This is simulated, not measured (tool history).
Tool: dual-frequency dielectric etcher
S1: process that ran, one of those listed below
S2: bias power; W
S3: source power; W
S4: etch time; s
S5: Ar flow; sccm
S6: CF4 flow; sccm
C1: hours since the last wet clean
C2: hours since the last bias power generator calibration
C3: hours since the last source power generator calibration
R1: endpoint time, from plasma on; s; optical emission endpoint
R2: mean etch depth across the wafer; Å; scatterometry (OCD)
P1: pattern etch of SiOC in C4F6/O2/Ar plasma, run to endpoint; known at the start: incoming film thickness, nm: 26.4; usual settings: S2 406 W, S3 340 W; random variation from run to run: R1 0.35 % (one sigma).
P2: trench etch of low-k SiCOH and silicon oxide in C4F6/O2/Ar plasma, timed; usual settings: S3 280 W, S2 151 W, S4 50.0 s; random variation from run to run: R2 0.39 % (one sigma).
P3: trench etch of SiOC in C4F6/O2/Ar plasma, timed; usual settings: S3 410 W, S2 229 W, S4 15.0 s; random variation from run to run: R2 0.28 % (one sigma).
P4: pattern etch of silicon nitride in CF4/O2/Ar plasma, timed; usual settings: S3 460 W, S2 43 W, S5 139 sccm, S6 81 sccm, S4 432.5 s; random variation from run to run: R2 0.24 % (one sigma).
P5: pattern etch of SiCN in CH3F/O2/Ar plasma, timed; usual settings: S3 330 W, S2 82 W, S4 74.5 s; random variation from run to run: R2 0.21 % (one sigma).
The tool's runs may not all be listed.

run   hour  S1   S2   S3     S4   S5  S6     C1      C2      C3       R1       R2
  1    4.1  P1  406  340                  278.6  1235.0  1853.0   9.9827
  2    7.7  P1  285  280                  282.2  1238.6  1856.6  12.2080
  3   11.2  P3  146  410   15.0           285.7  1242.1  1860.1            294.57
  4   14.9  P1  406  340                  289.4  1245.8  1863.8   9.9588
  5   17.3  P2  151  280   50.0           291.8  1248.2  1866.2           1335.80
  6   21.9  P4   60  460  432.5  139  81  296.4  1252.8  1870.8           7951.20
  7   24.8  P2  151  210   50.0           299.3  1255.7  1873.7           1196.30
  8   29.7  P1  406  340                  304.2  1260.6  1878.6   9.9450
  9   32.5  P4   43  460  432.5  139  64  307.0  1263.4  1881.4           6704.20
 10   36.3  P1  406  340                  310.8  1267.2  1885.2   9.9964
 11   38.7  P1  273  390                  313.2  1269.6  1887.6  10.8420
 12   41.7  P1  270  340                  316.2  1272.6  1890.6  11.5380
 13   44.4  P4   43  660  432.5  139  81  318.9  1275.3  1893.3           9470.50
 14   47.2  P5   58  330   74.5           321.7  1278.1  1896.1            247.95
 15   49.3  P1  406  230                  323.8  1280.2  1898.2  11.4930
 16   51.7  P5   82  330   94.0           326.2  1282.6  1900.6            354.27
 17   54.5  P3  229  410   15.0           329.0  1285.4  1903.4            340.35
      56.6  -- bias power generator calibrated
 18   57.8  P1  551  340                  332.3     1.2  1906.7   8.9448
 19   61.2  P2  151  280   68.0           335.7     4.6  1910.1           1810.50
 20   65.8  P2  183  280   50.0           340.3     9.2  1914.7           1417.70
 21   69.5  P3  229  260   15.0           344.0    12.9  1918.4            285.41
 22   73.6  P4   43  460  432.5  139  81  348.1    17.0  1922.5           6941.00
 23   75.8  P3  229  410   21.5           350.3    19.2  1924.7            484.65
 24   78.1  P4   43  460  432.5  180  81  352.6    21.5  1927.0           6659.80
 25   81.7  P3  229  410   15.0           356.2    25.1  1930.6            339.05
 26   84.3  P1  406  340                  358.8    27.7  1933.2   9.9226
 27   86.4  P1  406  460                  360.9    29.8  1935.3   8.8826
 28   88.6  P4   43  460  606.5  139  81  363.1    32.0  1937.5           9723.70
      90.0  -- source power generator calibrated
 29   91.7  P5   82  390   74.5           366.2    35.1     1.8            298.76
 30   94.1  P5   82  330   74.5           368.6    37.5     4.2            279.67
 31   97.0  P4   43  460  432.5  139  81  371.5    40.4     7.1           6937.30
 32  100.9  P1  406  340                  375.4    44.3    11.0   9.9494
 33  104.8  P1  406  340                  379.3    48.2    14.9  10.0180
 34  107.2  P1  406  340                  381.7    50.6    17.3  10.1340
 35  111.8  P1  406  340                  386.3    55.2    21.9  10.1150
     113.5  -- wet clean of the chamber
 36  114.9  P1  406  340                    1.5    58.3    25.0  10.1090
 37  117.2  P1  406  340                    3.8    60.6    27.3  10.1240
 38  121.2  P1  406  340                    7.8    64.6    31.3  10.2070

What P1 gives has crept away from where it was. These 2 causes fit the log equally well, each at the size given:
A: source power that arrives under what is set, % = 4.66
B: bias power that arrives under what is set, % = 4.75
The creep began at about hour 100.9.
Why every other cause is out:
chamber walls in a state that lowers the etch rate, %: serviced at hour 113.5, which brought nothing back

4 check runs are offered, one wafer each, their results left as question marks. Which one tells the causes apart?
check 1  125.2  P4   43  460  432.5  139  81                   ?
check 2  125.2  P5   82  330   74.5                            ?
check 3  125.2  P2  151  280   50.0                            ?
check 4  125.2  P3  229  410   15.0                            ?

What each check would give under each cause:
  check  result     if A     if B
check 1      R2  6666.40  6816.00
check 2      R2   275.47   275.44
check 3      R2  1308.50  1313.10
check 4      R2   333.72   334.47
How far apart the two closest causes lie, in the result that separates them most: check 1 2.22 %; check 2 0.01 %; check 3 0.35 %; check 4 0.22 %
Check 1 tells the causes apart: in the others they would give nearly the same result.

Then check 1 was run and gave: R2 6803.30 Å. Which cause is it?

It is B: bias power that arrives under what is set, %.

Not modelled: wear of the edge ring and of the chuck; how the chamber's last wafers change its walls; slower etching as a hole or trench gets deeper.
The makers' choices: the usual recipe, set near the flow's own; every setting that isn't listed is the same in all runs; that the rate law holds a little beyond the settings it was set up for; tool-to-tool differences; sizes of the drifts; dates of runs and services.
